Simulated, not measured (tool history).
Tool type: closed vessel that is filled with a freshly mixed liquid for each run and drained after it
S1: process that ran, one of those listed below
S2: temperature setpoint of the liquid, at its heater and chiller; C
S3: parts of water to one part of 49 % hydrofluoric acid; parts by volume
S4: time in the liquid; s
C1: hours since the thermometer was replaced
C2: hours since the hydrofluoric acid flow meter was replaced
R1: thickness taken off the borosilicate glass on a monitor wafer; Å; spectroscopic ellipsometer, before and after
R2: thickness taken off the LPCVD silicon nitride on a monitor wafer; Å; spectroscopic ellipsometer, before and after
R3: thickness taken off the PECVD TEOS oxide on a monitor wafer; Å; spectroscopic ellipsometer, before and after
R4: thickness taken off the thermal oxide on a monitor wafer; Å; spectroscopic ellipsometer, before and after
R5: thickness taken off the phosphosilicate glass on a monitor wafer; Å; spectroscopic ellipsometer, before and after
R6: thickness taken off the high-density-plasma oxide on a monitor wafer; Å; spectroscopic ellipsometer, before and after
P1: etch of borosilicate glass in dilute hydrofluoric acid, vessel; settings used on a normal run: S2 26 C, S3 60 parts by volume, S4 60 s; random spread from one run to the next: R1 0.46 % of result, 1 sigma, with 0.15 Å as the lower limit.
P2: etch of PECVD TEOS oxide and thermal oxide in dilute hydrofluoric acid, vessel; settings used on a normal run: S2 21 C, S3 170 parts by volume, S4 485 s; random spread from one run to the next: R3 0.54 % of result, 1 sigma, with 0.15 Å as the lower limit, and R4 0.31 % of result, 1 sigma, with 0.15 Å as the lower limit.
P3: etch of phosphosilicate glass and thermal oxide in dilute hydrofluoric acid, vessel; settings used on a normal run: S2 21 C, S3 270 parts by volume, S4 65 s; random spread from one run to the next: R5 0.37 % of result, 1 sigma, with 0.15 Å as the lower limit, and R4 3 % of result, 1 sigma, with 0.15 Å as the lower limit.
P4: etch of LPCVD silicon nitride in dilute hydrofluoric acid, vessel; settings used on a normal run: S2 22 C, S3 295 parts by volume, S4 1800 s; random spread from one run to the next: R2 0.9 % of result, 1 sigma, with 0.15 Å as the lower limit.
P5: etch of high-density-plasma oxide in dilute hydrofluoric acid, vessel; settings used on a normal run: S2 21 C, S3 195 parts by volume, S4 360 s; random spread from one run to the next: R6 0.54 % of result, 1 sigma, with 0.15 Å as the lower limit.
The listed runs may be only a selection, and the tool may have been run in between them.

Run 1, hour 8.1: S1 P1, S2 26 C, S3 60 parts by volume, S4 60 s; C1 389.7; C2 469.4. Result: R1 291.34 Å.
Run 2, hour 14.1: S1 P4, S2 22 C, S3 295 parts by volume, S4 1800 s; C1 395.7; C2 475.4. Result: R2 30.376 Å.
Run 3, hour 22.8: S1 P4, S2 22 C, S3 295 parts by volume, S4 3335 s; C1 404.4; C2 484.1. Result: R2 56.001 Å.
At hour 29.9: hydrofluoric acid flow meter replaced.
Run 4, hour 29.9: S1 P1, S2 26 C, S3 60 parts by volume, S4 60 s; C1 411.5; C2 0. Result: R1 290.78 Å.
Run 5, hour 37.4: S1 P1, S2 26 C, S3 60 parts by volume, S4 110 s; C1 419; C2 7.5. Result: R1 532.89 Å.
Run 6, hour 48.4: S1 P1, S2 19 C, S3 60 parts by volume, S4 60 s; C1 430; C2 18.5. Result: R1 218.47 Å.
Run 7, hour 56.4: S1 P2, S2 17 C, S3 170 parts by volume, S4 485 s; C1 438; C2 26.5. Result: R3 292.97 Å, R4 95.502 Å.
Run 8, hour 65: S1 P3, S2 21 C, S3 60 parts by volume, S4 65 s; C1 446.6; C2 35.1. Result: R4 42.764 Å, R5 1359.2 Å.
Run 9, hour 73.9: S1 P5, S2 21 C, S3 195 parts by volume, S4 360 s; C1 455.5; C2 44. Result: R6 75.84 Å.
Run 10, hour 80.6: S1 P4, S2 17 C, S3 295 parts by volume, S4 1800 s; C1 462.2; C2 50.7. Result: R2 21.68 Å.
Run 11, hour 90: S1 P2, S2 21 C, S3 295 parts by volume, S4 485 s; C1 471.6; C2 60.1. Result: R3 175.38 Å, R4 57.33 Å.
Run 12, hour 98.8: S1 P3, S2 21 C, S3 270 parts by volume, S4 65 s; C1 480.4; C2 68.9. Result: R4 8.5012 Å, R5 242.89 Å.
Run 13, hour 106.7: S1 P1, S2 26 C, S3 25 parts by volume, S4 60 s; C1 488.3; C2 76.8. Result: R1 743.17 Å.
Run 14, hour 113.3: S1 P1, S2 26 C, S3 90 parts by volume, S4 60 s; C1 494.9; C2 83.4. Result: R1 186.48 Å.
Run 15, hour 118.4: S1 P1, S2 26 C, S3 60 parts by volume, S4 60 s; C1 500; C2 88.5. Result: R1 288.33 Å.
Run 16, hour 126.4: S1 P5, S2 21 C, S3 65 parts by volume, S4 360 s; C1 508; C2 96.5. Result: R6 266.59 Å.
Run 17, hour 133.8: S1 P2, S2 21 C, S3 170 parts by volume, S4 30 s; C1 515.4; C2 103.9. Result: R3 21.181 Å, R4 6.9483 Å.
Run 18, hour 144.4: S1 P3, S2 21 C, S3 270 parts by volume, S4 110 s; C1 526; C2 114.5. Result: R4 13.849 Å, R5 410.4 Å.
Run 19, hour 149.5: S1 P1, S2 26 C, S3 60 parts by volume, S4 30 s; C1 531.1; C2 119.6. Result: R1 146.95 Å.
Run 20, hour 160.3: S1 P1, S2 32.5 C, S3 60 parts by volume, S4 60 s; C1 541.9; C2 130.4. Result: R1 374.75 Å.
Run 21, hour 167.6: S1 P5, S2 21 C, S3 195 parts by volume, S4 360 s; C1 549.2; C2 137.7. Result: R6 76.653 Å.
Run 22, hour 178: S1 P4, S2 22 C, S3 295 parts by volume, S4 1800 s; C1 559.6; C2 148.1. Result: R2 29.508 Å.
Run 23, hour 184.7: S1 P1, S2 26 C, S3 60 parts by volume, S4 60 s; C1 566.3; C2 154.8. Result: R1 290.1 Å.
Run 24, hour 193.3: S1 P2, S2 21 C, S3 170 parts by volume, S4 485 s; C1 574.9; C2 163.4. Result: R3 340.57 Å, R4 112.43 Å.
Run 25, hour 198.3: S1 P1, S2 26 C, S3 60 parts by volume, S4 60 s; C1 579.9; C2 168.4. Result: R1 291.48 Å.
Run 26, hour 205: S1 P5, S2 17 C, S3 195 parts by volume, S4 360 s; C1 586.6; C2 175.1. Result: R6 64.86 Å.
Run 27, hour 211.4: S1 P5, S2 21 C, S3 195 parts by volume, S4 50 s; C1 593; C2 181.5. Result: R6 10.923 Å.
Run 28, hour 220.5: S1 P3, S2 21 C, S3 270 parts by volume, S4 65 s; C1 602.1; C2 190.6. Result: R4 7.7334 Å, R5 241.62 Å.
Run 29, hour 226.7: S1 P1, S2 29.5 C, S3 60 parts by volume, S4 30 s; C1 608.3; C2 196.8. Result: R1 167.78 Å.
Run 30, hour 234.5: S1 P3, S2 25.5 C, S3 270 parts by volume, S4 65 s; C1 616.1; C2 204.6. Result: R4 9.6259 Å, R5 286.26 Å.
Run 31, hour 244.8: S1 P4, S2 22 C, S3 50 parts by volume, S4 1800 s; C1 626.4; C2 214.9. Result: R2 169.88 Å.
Run 32, hour 254.5: S1 P1, S2 26 C, S3 60 parts by volume, S4 60 s; C1 636.1; C2 224.6. Result: R1 288.81 Å.
Run 33, hour 261: S1 P1, S2 26 C, S3 60 parts by volume, S4 60 s; C1 642.6; C2 231.1. Result: R1 284.86 Å.
Run 34, hour 269.3: S1 P1, S2 26 C, S3 60 parts by volume, S4 60 s; C1 650.9; C2 239.4. Result: R1 277.96 Å.
Run 35, hour 276.5: S1 P1, S2 26 C, S3 60 parts by volume, S4 60 s; C1 658.1; C2 246.6. Result: R1 278.34 Å.

The next listed run, before its measurement:
Run 36, hour 283.8: S1 P1, S2 26 C, S3 60 parts by volume, S4 60 s; C1 665.4; C2 253.9. Result: R1 ?.

R1: 274.63 Å
